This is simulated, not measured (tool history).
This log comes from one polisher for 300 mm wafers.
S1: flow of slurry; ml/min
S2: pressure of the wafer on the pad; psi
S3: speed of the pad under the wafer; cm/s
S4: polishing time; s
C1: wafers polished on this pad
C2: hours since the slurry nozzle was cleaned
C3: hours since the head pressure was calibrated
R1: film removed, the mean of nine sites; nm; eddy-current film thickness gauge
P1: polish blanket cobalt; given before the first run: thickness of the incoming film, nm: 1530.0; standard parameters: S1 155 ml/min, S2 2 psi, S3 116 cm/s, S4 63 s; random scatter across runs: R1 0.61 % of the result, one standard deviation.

run     day   S1   S2   S3  S4    C1     C2      C3      R1
  1   0.579  155    2  116  63   871  261.7  1030.8  346.34
  2   1.146  155    2  116  63   980  275.3  1044.4  343.98
  3   1.767  155    2  116  28  1099  290.2  1059.3  153.01
  4   2.379   95    2  116  79  1216  304.9    1074  384.89
  5   2.879  155    2  116  63  1312  316.9    1086  344.89
  6   3.521  155    2  158  63  1435  332.3  1101.4  472.35
  7   4.075  155    2  116  63  1541  345.6  1114.7  342.13
      4.379  -- slurry nozzle cleaned
  8   4.596  155  0.9  116  63  1641    5.2  1127.2  154.72
  9   5.179  100    2  116  63  1753   19.2  1141.2   315.4
 10   5.712  155    2  116  63  1855     32    1154  347.79
 11    6.25  155    2   62  63  1958   44.9  1166.9  183.54
 12   6.638  240    2  116  63  2033   54.2  1176.2  366.42
 13   7.342  155    2  116  90  2168   71.1  1193.1  494.25
 14   7.754  155    2   82  32  2247     81    1203  125.15
 15    8.15  155    2  116  63  2323   90.5  1212.5     341
 16   8.646  155  1.1  116  82  2418  102.4  1224.4  247.45
 17   9.275  155  3.1  116  63  2538  117.5  1239.5  534.41
 18    9.95  155    2  116  63  2668  133.7  1255.7  346.56
 19  10.296  155    2  116  63  2734    142    1264  343.48
 20    10.7  155    2  116  63  2811  151.7  1273.7  337.63
 21  11.217  155    2  116  63  2910  164.1  1286.1  325.53
 22  11.921  155    2  116  63  3045    181    1303  314.15
 23  12.254  155    2  116  63  3109    189    1311  319.22
     12.696  -- worn pad replaced by a new one
 24  12.862  155    2  116  63    32  203.6  1325.6  312.87
 25  13.358  155    2  116  63   127  215.5  1337.5  314.69
 26  13.812  155    2  116  63   214  226.4  1348.4     314

Something has made what P1 gives creep away from where it was; the 2 causes below, each at its own stated size, fit the log equally well:
A: slurry flow missing at the pad, % = 36.4
B: head's pressure below its setpoint, % = 9
The gradual shift began around day 10.296.
Each remaining cause and why it is not a fit:
removal rate lost through wear of the pad, %: its service at day 12.696 followed the start of the drift and did not put the process back to its old value

4 check runs are offered, each on 2 wafers whose results are averaged, their results left as question marks. Which one tells the causes apart?
check 1  14.267  240    2   80  63               ?
check 2  14.267  155  2.6  116  43               ?
check 3  14.267  155  1.2  116  42               ?
check 4  14.267  155  2.6  116  29               ?

How each check would come out, cause by cause:
  check  result    if A    if B
check 1      R1  237.15  229.85
check 2      R1  278.37  278.38
check 3      R1  125.49  125.49
check 4      R1  187.74  187.74
Smallest distance between any two causes, each pair judged by its most separating result, in per cent: check 1 3.13 %; check 2 0 %; check 3 0 %; check 4 0 %
The causes can be told apart only by check 1. The other checks would give nearly the same results under each of them.

With check 1 done, the readings were: R1 230.16 nm. Identify which of the listed causes applies.

The cause is B: head's pressure below its setpoint, %.

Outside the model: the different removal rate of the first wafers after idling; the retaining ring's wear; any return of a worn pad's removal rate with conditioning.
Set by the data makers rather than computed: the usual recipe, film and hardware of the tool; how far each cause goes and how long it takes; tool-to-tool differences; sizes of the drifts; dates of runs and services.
